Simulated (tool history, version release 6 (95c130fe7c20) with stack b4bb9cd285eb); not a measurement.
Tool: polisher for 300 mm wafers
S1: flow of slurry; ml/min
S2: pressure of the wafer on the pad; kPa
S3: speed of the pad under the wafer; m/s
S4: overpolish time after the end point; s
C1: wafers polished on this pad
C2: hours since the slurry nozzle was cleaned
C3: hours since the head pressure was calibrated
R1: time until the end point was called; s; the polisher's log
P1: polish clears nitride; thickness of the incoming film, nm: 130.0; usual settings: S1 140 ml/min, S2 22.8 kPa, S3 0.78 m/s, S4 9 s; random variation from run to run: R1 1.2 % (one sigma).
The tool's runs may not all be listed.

run 1 hour=8.2 | S1=140 S2=22.8 S3=0.78 S4=9 | C1=428 C2=109.7 C3=651.8 | R1=184.51
run 2 hour=13.9 | S1=140 S2=22.8 S3=0.38 S4=15 | C1=483 C2=115.4 C3=657.5 | R1=380.61
run 3 hour=20.1 | S1=140 S2=22.8 S3=0.78 S4=9 | C1=543 C2=121.6 C3=663.7 | R1=178.77
run 4 hour=28.1 | S1=140 S2=22.8 S3=0.78 S4=9 | C1=621 C2=129.6 C3=671.7 | R1=183.82
run 5 hour=34.0 | S1=140 S2=22.8 S3=0.78 S4=9 | C1=678 C2=135.5 C3=677.6 | R1=184.42
run 6 hour=41.2 | S1=140 S2=22.8 S3=0.78 S4=15 | C1=748 C2=142.7 C3=684.8 | R1=185.45
run 7 hour=47.7 | S1=225 S2=22.8 S3=0.78 S4=9 | C1=811 C2=149.2 C3=691.3 | R1=171.91
run 8 hour=55.0 | S1=140 S2=22.8 S3=0.78 S4=9 | C1=882 C2=156.5 C3=698.6 | R1=179.12
run 9 hour=64.9 | S1=85 S2=22.8 S3=0.78 S4=9 | C1=978 C2=166.4 C3=708.5 | R1=206.72
run 10 hour=76.9 | S1=140 S2=22.8 S3=0.36 S4=9 | C1=1094 C2=178.4 C3=720.5 | R1=405.84
run 11 hour=82.9 | S1=140 S2=22.8 S3=1.06 S4=5 | C1=1153 C2=184.4 C3=726.5 | R1=134.13
run 12 hour=91.3 | S1=140 S2=32.4 S3=0.78 S4=9 | C1=1234 C2=192.8 C3=734.9 | R1=129.24
-- hour=98.2 slurry nozzle cleaned
run 13 hour=99.8 | S1=140 S2=22.8 S3=0.78 S4=5 | C1=1317 C2=1.7 C3=743.4 | R1=183.29
run 14 hour=106.8 | S1=140 S2=15.2 S3=0.78 S4=9 | C1=1385 C2=8.7 C3=750.4 | R1=280.07
run 15 hour=118.9 | S1=140 S2=22.8 S3=1.22 S4=9 | C1=1502 C2=20.8 C3=762.5 | R1=119.28
run 16 hour=124.7 | S1=140 S2=22.8 S3=0.78 S4=9 | C1=1558 C2=26.6 C3=768.3 | R1=184.56
run 17 hour=134.6 | S1=140 S2=22.8 S3=0.78 S4=9 | C1=1655 C2=36.5 C3=778.2 | R1=188.27
run 18 hour=140.5 | S1=140 S2=22.8 S3=0.78 S4=9 | C1=1712 C2=42.4 C3=784.1 | R1=192.06
run 19 hour=150.3 | S1=140 S2=22.8 S3=0.78 S4=9 | C1=1807 C2=52.2 C3=793.9 | R1=193.35
run 20 hour=161.3 | S1=140 S2=22.8 S3=0.78 S4=9 | C1=1914 C2=63.2 C3=804.9 | R1=201.50
run 21 hour=168.1 | S1=140 S2=22.8 S3=0.78 S4=9 | C1=1980 C2=70.0 C3=811.7 | R1=198.71
-- hour=173.1 head pressure recalibrated
run 22 hour=176.5 | S1=140 S2=22.8 S3=0.78 S4=9 | C1=2061 C2=78.4 C3=3.4 | R1=198.17
run 23 hour=186.1 | S1=140 S2=22.8 S3=0.78 S4=9 | C1=2154 C2=88.0 C3=13.0 | R1=196.98

Run 24 comes next. What will it give?
run 24 hour=195.6 | S1=140 S2=22.8 S3=0.78 S4=9 | C1=2247 C2=97.5 C3=22.5 | R1=?

{"run 24": {"R1": 200.38}}
